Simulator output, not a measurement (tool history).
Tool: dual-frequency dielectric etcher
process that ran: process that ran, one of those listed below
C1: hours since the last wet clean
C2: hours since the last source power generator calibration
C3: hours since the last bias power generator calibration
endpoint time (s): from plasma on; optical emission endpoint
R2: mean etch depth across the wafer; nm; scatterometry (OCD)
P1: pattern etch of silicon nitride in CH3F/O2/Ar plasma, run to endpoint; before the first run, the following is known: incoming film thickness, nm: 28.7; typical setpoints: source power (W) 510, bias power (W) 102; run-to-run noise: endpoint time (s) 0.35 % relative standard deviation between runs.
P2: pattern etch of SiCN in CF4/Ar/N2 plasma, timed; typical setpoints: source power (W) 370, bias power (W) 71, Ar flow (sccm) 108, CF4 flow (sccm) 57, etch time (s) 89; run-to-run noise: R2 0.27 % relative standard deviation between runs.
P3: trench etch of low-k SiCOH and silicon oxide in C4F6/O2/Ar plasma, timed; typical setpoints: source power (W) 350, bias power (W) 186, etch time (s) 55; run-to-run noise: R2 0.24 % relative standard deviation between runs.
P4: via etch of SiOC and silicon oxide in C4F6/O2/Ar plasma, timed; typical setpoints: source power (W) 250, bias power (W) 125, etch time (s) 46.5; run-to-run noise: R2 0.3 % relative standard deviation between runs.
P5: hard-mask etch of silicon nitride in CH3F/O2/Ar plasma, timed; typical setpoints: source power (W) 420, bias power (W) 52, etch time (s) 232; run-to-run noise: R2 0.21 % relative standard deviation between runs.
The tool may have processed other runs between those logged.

run 1 hour=8 | process_that_ran=P1 source_power_(W)=510 bias_power_(W)=102 | C1=185.7 C2=1602.4 C3=3114.3 | endpoint_time_(s)=34.677
run 2 hour=20.8 | process_that_ran=P2 source_power_(W)=250 bias_power_(W)=71 Ar_flow_(sccm)=108 CF4_flow_(sccm)=57 etch_time_(s)=89 | C1=198.5 C2=1615.2 C3=3127.1 | R2=43.981
run 3 hour=36.7 | process_that_ran=P3 source_power_(W)=350 bias_power_(W)=186 etch_time_(s)=55 | C1=214.4 C2=1631.1 C3=3143 | R2=172.77
run 4 hour=47.3 | process_that_ran=P5 source_power_(W)=420 bias_power_(W)=52 etch_time_(s)=284.5 | C1=225 C2=1641.7 C3=3153.6 | R2=187.57
run 5 hour=60.7 | process_that_ran=P2 source_power_(W)=370 bias_power_(W)=71 Ar_flow_(sccm)=108 CF4_flow_(sccm)=57 etch_time_(s)=89 | C1=238.4 C2=1655.1 C3=3167 | R2=61.65
run 6 hour=78.3 | process_that_ran=P1 source_power_(W)=510 bias_power_(W)=75 | C1=256 C2=1672.7 C3=3184.6 | endpoint_time_(s)=38.266
run 7 hour=93.8 | process_that_ran=P5 source_power_(W)=280 bias_power_(W)=52 etch_time_(s)=232 | C1=271.5 C2=1688.2 C3=3200.1 | R2=130.53
run 8 hour=102.6 | process_that_ran=P4 source_power_(W)=330 bias_power_(W)=125 etch_time_(s)=46.5 | C1=280.3 C2=1697 C3=3208.9 | R2=43.989
run 9 hour=113.5 | process_that_ran=P5 source_power_(W)=420 bias_power_(W)=52 etch_time_(s)=232 | C1=291.2 C2=1707.9 C3=3219.8 | R2=152.87
run 10 hour=128.7 | process_that_ran=P1 source_power_(W)=310 bias_power_(W)=102 | C1=306.4 C2=1723.1 C3=3235 | endpoint_time_(s)=41.527
run 11 hour=138.5 | process_that_ran=P2 source_power_(W)=370 bias_power_(W)=71 Ar_flow_(sccm)=108 CF4_flow_(sccm)=57 etch_time_(s)=55.5 | C1=316.2 C2=1732.9 C3=3244.8 | R2=38.321
run 12 hour=153.8 | process_that_ran=P1 source_power_(W)=410 bias_power_(W)=136 | C1=331.5 C2=1748.2 C3=3260.1 | endpoint_time_(s)=33.546
run 13 hour=164.2 | process_that_ran=P2 source_power_(W)=370 bias_power_(W)=71 Ar_flow_(sccm)=108 CF4_flow_(sccm)=57 etch_time_(s)=89 | C1=341.9 C2=1758.6 C3=3270.5 | R2=61.405
run 14 hour=178.8 | process_that_ran=P1 source_power_(W)=630 bias_power_(W)=102 | C1=356.5 C2=1773.2 C3=3285.1 | endpoint_time_(s)=31.689
run 15 hour=192.9 | process_that_ran=P5 source_power_(W)=420 bias_power_(W)=52 etch_time_(s)=232 | C1=370.6 C2=1787.3 C3=3299.2 | R2=152.79
run 16 hour=209.1 | process_that_ran=P1 source_power_(W)=410 bias_power_(W)=121 | C1=386.8 C2=1803.5 C3=3315.4 | endpoint_time_(s)=35.11
run 17 hour=221.3 | process_that_ran=P1 source_power_(W)=510 bias_power_(W)=102 | C1=399 C2=1815.7 C3=3327.6 | endpoint_time_(s)=34.299
run 18 hour=233.7 | process_that_ran=P4 source_power_(W)=250 bias_power_(W)=125 etch_time_(s)=46.5 | C1=411.4 C2=1828.1 C3=3340 | R2=39.545
run 19 hour=246.3 | process_that_ran=P1 source_power_(W)=510 bias_power_(W)=102 | C1=424 C2=1840.7 C3=3352.6 | endpoint_time_(s)=34.405
-- hour=262.8 source power generator calibrated
run 20 hour=264.3 | process_that_ran=P2 source_power_(W)=370 bias_power_(W)=71 Ar_flow_(sccm)=108 CF4_flow_(sccm)=37 etch_time_(s)=89 | C1=442 C2=1.5 C3=3370.6 | R2=57.479
run 21 hour=281.2 | process_that_ran=P3 source_power_(W)=350 bias_power_(W)=261 etch_time_(s)=55 | C1=458.9 C2=18.4 C3=3387.5 | R2=193.05
run 22 hour=293.4 | process_that_ran=P4 source_power_(W)=250 bias_power_(W)=147 etch_time_(s)=46.5 | C1=471.1 C2=30.6 C3=3399.7 | R2=41.425
run 23 hour=301.6 | process_that_ran=P1 source_power_(W)=510 bias_power_(W)=102 | C1=479.3 C2=38.8 C3=3407.9 | endpoint_time_(s)=34.299
run 24 hour=315.5 | process_that_ran=P2 source_power_(W)=370 bias_power_(W)=71 Ar_flow_(sccm)=150 CF4_flow_(sccm)=57 etch_time_(s)=89 | C1=493.2 C2=52.7 C3=3421.8 | R2=58.692
run 25 hour=328 | process_that_ran=P3 source_power_(W)=240 bias_power_(W)=186 etch_time_(s)=55 | C1=505.7 C2=65.2 C3=3434.3 | R2=149.13
run 26 hour=339.4 | process_that_ran=P5 source_power_(W)=420 bias_power_(W)=73 etch_time_(s)=232 | C1=517.1 C2=76.6 C3=3445.7 | R2=170.78
run 27 hour=348.7 | process_that_ran=P1 source_power_(W)=510 bias_power_(W)=102 | C1=526.4 C2=85.9 C3=3455 | endpoint_time_(s)=34.213
run 28 hour=360 | process_that_ran=P3 source_power_(W)=350 bias_power_(W)=186 etch_time_(s)=74 | C1=537.7 C2=97.2 C3=3466.3 | R2=232.73
run 29 hour=370.7 | process_that_ran=P2 source_power_(W)=370 bias_power_(W)=46 Ar_flow_(sccm)=108 CF4_flow_(sccm)=57 etch_time_(s)=89 | C1=548.4 C2=107.9 C3=3477 | R2=53.035
run 30 hour=384.6 | process_that_ran=P1 source_power_(W)=510 bias_power_(W)=128 | C1=562.3 C2=121.8 C3=3490.9 | endpoint_time_(s)=31.586
run 31 hour=394.3 | process_that_ran=P4 source_power_(W)=250 bias_power_(W)=125 etch_time_(s)=25.5 | C1=572 C2=131.5 C3=3500.6 | R2=21.579
run 32 hour=412 | process_that_ran=P4 source_power_(W)=250 bias_power_(W)=125 etch_time_(s)=46.5 | C1=589.7 C2=149.2 C3=3518.3 | R2=39.621
run 33 hour=425.4 | process_that_ran=P1 source_power_(W)=510 bias_power_(W)=102 | C1=603.1 C2=162.6 C3=3531.7 | endpoint_time_(s)=34.411
run 34 hour=436.3 | process_that_ran=P1 source_power_(W)=510 bias_power_(W)=102 | C1=614 C2=173.5 C3=3542.6 | endpoint_time_(s)=34.485

Predict the results of run 35:
run 35 hour=445.8 | process_that_ran=P1 source_power_(W)=510 bias_power_(W)=102 | C1=623.5 C2=183 C3=3552.1 | endpoint_time_(s)=?

endpoint time (s): 34.179
